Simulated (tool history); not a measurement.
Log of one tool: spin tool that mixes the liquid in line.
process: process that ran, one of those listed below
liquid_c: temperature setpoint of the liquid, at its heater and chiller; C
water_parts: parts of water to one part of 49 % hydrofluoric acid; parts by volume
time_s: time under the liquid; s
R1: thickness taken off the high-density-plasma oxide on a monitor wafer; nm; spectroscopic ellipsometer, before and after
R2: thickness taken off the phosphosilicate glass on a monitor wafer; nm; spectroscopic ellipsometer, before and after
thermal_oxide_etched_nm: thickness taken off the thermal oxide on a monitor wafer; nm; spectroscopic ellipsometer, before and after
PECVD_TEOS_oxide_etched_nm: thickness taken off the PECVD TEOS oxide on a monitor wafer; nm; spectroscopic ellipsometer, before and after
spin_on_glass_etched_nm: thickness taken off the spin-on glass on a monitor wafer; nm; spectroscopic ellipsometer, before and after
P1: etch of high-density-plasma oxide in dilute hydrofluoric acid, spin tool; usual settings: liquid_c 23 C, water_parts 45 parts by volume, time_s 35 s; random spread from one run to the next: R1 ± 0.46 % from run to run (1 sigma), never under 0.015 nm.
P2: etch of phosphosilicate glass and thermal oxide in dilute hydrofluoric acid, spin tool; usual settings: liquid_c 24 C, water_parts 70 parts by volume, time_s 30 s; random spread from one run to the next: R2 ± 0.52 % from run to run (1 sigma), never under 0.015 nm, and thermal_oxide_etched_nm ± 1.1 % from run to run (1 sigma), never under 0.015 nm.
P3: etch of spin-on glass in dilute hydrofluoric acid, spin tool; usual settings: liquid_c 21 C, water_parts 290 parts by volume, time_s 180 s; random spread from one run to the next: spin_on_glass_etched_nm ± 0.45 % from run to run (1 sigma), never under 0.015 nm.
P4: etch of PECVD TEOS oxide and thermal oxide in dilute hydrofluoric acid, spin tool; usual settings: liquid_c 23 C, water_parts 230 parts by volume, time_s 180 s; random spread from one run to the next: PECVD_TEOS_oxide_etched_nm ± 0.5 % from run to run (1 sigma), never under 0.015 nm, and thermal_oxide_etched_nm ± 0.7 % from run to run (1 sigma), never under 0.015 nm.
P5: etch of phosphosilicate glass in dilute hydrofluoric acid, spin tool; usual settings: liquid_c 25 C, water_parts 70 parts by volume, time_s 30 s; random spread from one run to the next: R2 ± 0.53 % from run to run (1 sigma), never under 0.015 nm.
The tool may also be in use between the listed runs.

run 1 hour=14 | process=P1 liquid_c=23 water_parts=45 time_s=35 | R1=7.3176
run 2 hour=21 | process=P1 liquid_c=23 water_parts=75 time_s=15 | R1=1.7956
run 3 hour=28.2 | process=P1 liquid_c=23 water_parts=45 time_s=15 | R1=3.1485
run 4 hour=37.7 | process=P2 liquid_c=31.5 water_parts=70 time_s=30 | R2=64.905 thermal_oxide_etched_nm=2.8302
run 5 hour=45.5 | process=P4 liquid_c=23 water_parts=230 time_s=60 | thermal_oxide_etched_nm=1.0234 PECVD_TEOS_oxide_etched_nm=1.8566
run 6 hour=60.1 | process=P5 liquid_c=25 water_parts=70 time_s=30 | R2=58.79
run 7 hour=68.8 | process=P4 liquid_c=17 water_parts=230 time_s=180 | thermal_oxide_etched_nm=2.3957 PECVD_TEOS_oxide_etched_nm=4.3461
run 8 hour=78.5 | process=P4 liquid_c=23 water_parts=40 time_s=180 | thermal_oxide_etched_nm=21.663 PECVD_TEOS_oxide_etched_nm=38.824
run 9 hour=89.3 | process=P2 liquid_c=24 water_parts=20 time_s=30 | R2=180.62 thermal_oxide_etched_nm=7.9782
run 10 hour=104.1 | process=P3 liquid_c=21 water_parts=490 time_s=180 | spin_on_glass_etched_nm=4.6215
run 11 hour=117.8 | process=P1 liquid_c=23 water_parts=45 time_s=60 | R1=12.528
run 12 hour=133.1 | process=P1 liquid_c=23 water_parts=45 time_s=35 | R1=7.3085
run 13 hour=144 | process=P1 liquid_c=23 water_parts=45 time_s=35 | R1=7.315
run 14 hour=160 | process=P1 liquid_c=18.5 water_parts=20 time_s=35 | R1=14.119
run 15 hour=168.3 | process=P4 liquid_c=23 water_parts=230 time_s=180 | thermal_oxide_etched_nm=3.0596 PECVD_TEOS_oxide_etched_nm=5.43
run 16 hour=180.1 | process=P5 liquid_c=32 water_parts=70 time_s=30 | R2=77.26
run 17 hour=195.8 | process=P3 liquid_c=21 water_parts=290 time_s=180 | spin_on_glass_etched_nm=9.2626
run 18 hour=211 | process=P1 liquid_c=27.5 water_parts=45 time_s=35 | R1=8.8485
run 19 hour=223.8 | process=P1 liquid_c=23 water_parts=45 time_s=35 | R1=7.366
run 20 hour=231.2 | process=P3 liquid_c=17 water_parts=290 time_s=180 | spin_on_glass_etched_nm=7.9554
run 21 hour=246.5 | process=P1 liquid_c=23 water_parts=45 time_s=35 | R1=7.2898
run 22 hour=261.1 | process=P2 liquid_c=24 water_parts=70 time_s=30 | R2=48.286 thermal_oxide_etched_nm=2.0728
run 23 hour=268.4 | process=P2 liquid_c=24 water_parts=70 time_s=15 | R2=24.194 thermal_oxide_etched_nm=1.0591
run 24 hour=275.5 | process=P1 liquid_c=23 water_parts=65 time_s=35 | R1=4.9726
run 25 hour=284.8 | process=P1 liquid_c=17 water_parts=65 time_s=35 | R1=3.843
run 26 hour=296.9 | process=P4 liquid_c=23 water_parts=230 time_s=180 | thermal_oxide_etched_nm=3.0614 PECVD_TEOS_oxide_etched_nm=5.4544
run 27 hour=306.4 | process=P1 liquid_c=17 water_parts=45 time_s=35 | R1=5.6961
run 28 hour=319.8 | process=P5 liquid_c=25 water_parts=70 time_s=60 | R2=117.99
run 29 hour=327.1 | process=P3 liquid_c=21 water_parts=290 time_s=40 | spin_on_glass_etched_nm=2.0494
run 30 hour=339.8 | process=P5 liquid_c=25 water_parts=70 time_s=30 | R2=58.587
run 31 hour=354.6 | process=P1 liquid_c=23 water_parts=30 time_s=35 | R1=11.233
run 32 hour=365.3 | process=P1 liquid_c=23 water_parts=45 time_s=35 | R1=7.2971
run 33 hour=379 | process=P5 liquid_c=25 water_parts=105 time_s=30 | R2=37.385
run 34 hour=390.9 | process=P1 liquid_c=23 water_parts=45 time_s=35 | R1=7.3508
run 35 hour=398.3 | process=P1 liquid_c=23 water_parts=45 time_s=35 | R1=7.2515
run 36 hour=409.3 | process=P1 liquid_c=23 water_parts=45 time_s=35 | R1=7.1013
run 37 hour=418.7 | process=P1 liquid_c=23 water_parts=45 time_s=35 | R1=6.9302
run 38 hour=434.2 | process=P1 liquid_c=23 water_parts=45 time_s=35 | R1=6.8603
run 39 hour=445.7 | process=P1 liquid_c=23 water_parts=45 time_s=35 | R1=6.8191
run 40 hour=459.9 | process=P1 liquid_c=23 water_parts=45 time_s=35 | R1=6.8138
run 41 hour=470.9 | process=P1 liquid_c=23 water_parts=45 time_s=35 | R1=6.7934
run 42 hour=486 | process=P1 liquid_c=23 water_parts=45 time_s=35 | R1=6.8274
run 43 hour=494.4 | process=P1 liquid_c=23 water_parts=45 time_s=35 | R1=6.799

Something has made what P1 gives creep away from where it was; the 2 causes below, each at its own stated size, fit the log equally well:
A: hydrofluoric acid flow below the setpoint (%) = 7.15
B: liquid colder than its thermometer reads (K) = 1.88
Creep in the process output first set in at about hour 390.9.

Of the 4 check runs below, each run on 2 wafers with the results averaged and each result still a question mark, which one would tell the listed causes apart?
run check 1 hour=502.8 | process=P4 liquid_c=23 water_parts=50 time_s=180 | thermal_oxide_etched_nm=? PECVD_TEOS_oxide_etched_nm=?
run check 2 hour=502.8 | process=P2 liquid_c=24 water_parts=25 time_s=30 | R2=? thermal_oxide_etched_nm=?
run check 3 hour=502.8 | process=P5 liquid_c=25 water_parts=95 time_s=45 | R2=?
run check 4 hour=502.8 | process=P3 liquid_c=17 water_parts=485 time_s=180 | spin_on_glass_etched_nm=?

Predicted outcomes, by check and by cause:
check=check_1 result=thermal_oxide_etched_nm if_A=15.843 if_B=15.852
check=check_1 result=PECVD_TEOS_oxide_etched_nm if_A=28.388 if_B=28.404
check=check_2 result=R2 if_A=133.04 if_B=132.69
check=check_2 result=thermal_oxide_etched_nm if_A=5.8013 if_B=5.7863
check=check_3 result=R2 if_A=57.917 if_B=58.425
check=check_4 result=spin_on_glass_etched_nm if_A=3.6799 if_B=3.8111
Separation of the two closest causes in each check, using whichever result separates them best: check 1 0.06 %; check 2 0.26 %; check 3 0.87 %; check 4 3.5 %
Check 4 is the one run that separates the causes; every other check would come out nearly the same whichever cause is at work.

After running check 4, the following was obtained: spin_on_glass_etched_nm 3.6529 nm. Which cause does this point to?

It is A: hydrofluoric acid flow below the setpoint (%).

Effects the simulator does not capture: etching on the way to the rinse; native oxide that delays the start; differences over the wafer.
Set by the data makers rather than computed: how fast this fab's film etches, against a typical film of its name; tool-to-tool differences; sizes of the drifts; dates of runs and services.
